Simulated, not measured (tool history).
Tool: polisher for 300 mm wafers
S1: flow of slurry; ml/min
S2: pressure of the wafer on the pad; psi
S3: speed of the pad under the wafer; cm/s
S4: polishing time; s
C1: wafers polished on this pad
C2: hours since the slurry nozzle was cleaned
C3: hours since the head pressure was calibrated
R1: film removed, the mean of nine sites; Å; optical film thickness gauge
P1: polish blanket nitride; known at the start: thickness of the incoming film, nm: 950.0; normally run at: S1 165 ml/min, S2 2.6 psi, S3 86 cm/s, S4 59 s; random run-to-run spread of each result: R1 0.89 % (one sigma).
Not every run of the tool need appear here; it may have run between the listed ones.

Run 1, day 0.525: S1 165 ml/min, S2 2.6 psi, S3 86 cm/s, S4 59 s; C1 874; C2 187.3; C3 238.8. Result: R1 744.47 Å.
Run 2, day 0.883: S1 165 ml/min, S2 2.6 psi, S3 86 cm/s, S4 59 s; C1 975; C2 195.9; C3 247.4. Result: R1 752.02 Å.
Run 3, day 1.596: S1 165 ml/min, S2 2.6 psi, S3 86 cm/s, S4 82 s; C1 1177; C2 213.0; C3 264.5. Result: R1 1038.20 Å.
Run 4, day 2.212: S1 165 ml/min, S2 2.6 psi, S3 50 cm/s, S4 59 s; C1 1352; C2 227.8; C3 279.3. Result: R1 476.56 Å.
Run 5, day 2.554: S1 165 ml/min, S2 3.5 psi, S3 86 cm/s, S4 27 s; C1 1448; C2 236.0; C3 287.5. Result: R1 460.49 Å.
Run 6, day 3.250: S1 165 ml/min, S2 2.6 psi, S3 86 cm/s, S4 59 s; C1 1645; C2 252.7; C3 304.2. Result: R1 746.52 Å.
Run 7, day 3.800: S1 165 ml/min, S2 2.6 psi, S3 86 cm/s, S4 38 s; C1 1801; C2 265.9; C3 317.4. Result: R1 475.79 Å.
Run 8, day 4.292: S1 100 ml/min, S2 2.6 psi, S3 86 cm/s, S4 59 s; C1 1940; C2 277.7; C3 329.2. Result: R1 664.92 Å.
Run 9, day 4.833: S1 165 ml/min, S2 2.6 psi, S3 86 cm/s, S4 59 s; C1 2094; C2 290.7; C3 342.2. Result: R1 747.16 Å.
Run 10, day 5.358: S1 165 ml/min, S2 1.4 psi, S3 86 cm/s, S4 59 s; C1 2242; C2 303.3; C3 354.8. Result: R1 399.41 Å.
Run 11, day 6.046: S1 165 ml/min, S2 2.6 psi, S3 86 cm/s, S4 59 s; C1 2437; C2 319.8; C3 371.3. Result: R1 739.06 Å.
Run 12, day 6.675: S1 165 ml/min, S2 2.6 psi, S3 116 cm/s, S4 59 s; C1 2615; C2 334.9; C3 386.4. Result: R1 937.03 Å.
Run 13, day 7.075: S1 165 ml/min, S2 3.9 psi, S3 86 cm/s, S4 59 s; C1 2728; C2 344.5; C3 396.0. Result: R1 1124.10 Å.
Run 14, day 7.679: S1 260 ml/min, S2 2.6 psi, S3 86 cm/s, S4 59 s; C1 2899; C2 359.0; C3 410.5. Result: R1 793.36 Å.
Run 15, day 8.217: S1 110 ml/min, S2 2.6 psi, S3 118 cm/s, S4 59 s; C1 3052; C2 371.9; C3 423.4. Result: R1 877.50 Å.
Run 16, day 8.779: S1 165 ml/min, S2 2.6 psi, S3 86 cm/s, S4 59 s; C1 3211; C2 385.4; C3 436.9. Result: R1 741.18 Å.
Run 17, day 9.446: S1 165 ml/min, S2 2.6 psi, S3 86 cm/s, S4 59 s; C1 3400; C2 401.4; C3 452.9. Result: R1 721.29 Å.
Run 18, day 9.954: S1 165 ml/min, S2 2.6 psi, S3 86 cm/s, S4 59 s; C1 3544; C2 413.6; C3 465.1. Result: R1 721.84 Å.
Run 19, day 10.567: S1 165 ml/min, S2 2.6 psi, S3 86 cm/s, S4 59 s; C1 3717; C2 428.3; C3 479.8. Result: R1 702.40 Å.
Run 20, day 11.171: S1 165 ml/min, S2 2.6 psi, S3 86 cm/s, S4 59 s; C1 3888; C2 442.8; C3 494.3. Result: R1 711.42 Å.
Run 21, day 11.483: S1 165 ml/min, S2 2.6 psi, S3 86 cm/s, S4 59 s; C1 3976; C2 450.3; C3 501.8. Result: R1 699.36 Å.
Run 22, day 11.800: S1 165 ml/min, S2 2.6 psi, S3 86 cm/s, S4 59 s; C1 4066; C2 457.9; C3 509.4. Result: R1 682.20 Å.
At day 11.833: worn pad replaced by a new one.
Run 23, day 12.442: S1 165 ml/min, S2 2.6 psi, S3 86 cm/s, S4 59 s; C1 172; C2 473.3; C3 524.8. Result: R1 691.04 Å.
Run 24, day 12.896: S1 165 ml/min, S2 2.6 psi, S3 86 cm/s, S4 59 s; C1 301; C2 484.2; C3 535.7. Result: R1 702.37 Å.
Run 25, day 13.558: S1 165 ml/min, S2 2.6 psi, S3 86 cm/s, S4 59 s; C1 488; C2 500.1; C3 551.6. Result: R1 687.18 Å.
Run 26, day 14.092: S1 165 ml/min, S2 2.6 psi, S3 86 cm/s, S4 59 s; C1 639; C2 512.9; C3 564.4. Result: R1 697.71 Å.
Run 27, day 14.433: S1 165 ml/min, S2 2.6 psi, S3 86 cm/s, S4 59 s; C1 736; C2 521.1; C3 572.6. Result: R1 700.05 Å.

What P1 gives has crept off from where it sat before. The 2 causes that follow fit the log equally well, each at the size noted:
A: slurry flow missing at the pad, % = 28.6
B: head's pressure below its setpoint, % = 6.03
Creep in the process output first set in at about day 8.779.
All other causes, with the reason each is excluded:
removal rate lost through wear of the pad, %: serviced after onset, at day 11.833, with no recovery of the prior output

Which of the check runs below tells the causes apart, meaning the causes would give it clearly different results? Each run uses 5 wafers whose results are averaged, and each result is shown as a question mark.
Run check 1, day 14.775: S1 165 ml/min, S2 1.9 psi, S3 66 cm/s, S4 59 s. Result: R1 ?.
Run check 2, day 14.775: S1 165 ml/min, S2 3.8 psi, S3 86 cm/s, S4 59 s. Result: R1 ?.
Run check 3, day 14.775: S1 100 ml/min, S2 2.6 psi, S3 86 cm/s, S4 42 s. Result: R1 ?.
Run check 4, day 14.775: S1 165 ml/min, S2 1.9 psi, S3 86 cm/s, S4 59 s. Result: R1 ?.

Outcome of each check run for each possible cause:
  check  result     if A     if B
check 1      R1   410.87   410.94
check 2      R1  1015.50  1015.70
check 3      R1   432.03   447.50
check 4      R1   507.77   507.85
Gap, in per cent, between the two causes that each check separates least, read from the result that separates them most: check 1 0.02 %; check 2 0.02 %; check 3 3.52 %; check 4 0.02 %
Check 3 tells the causes apart: in the others they would give nearly the same result.

Running check 3 produced the following: R1 429.10 Å. Which one of the listed causes fits?

The cause is A: slurry flow missing at the pad, %.
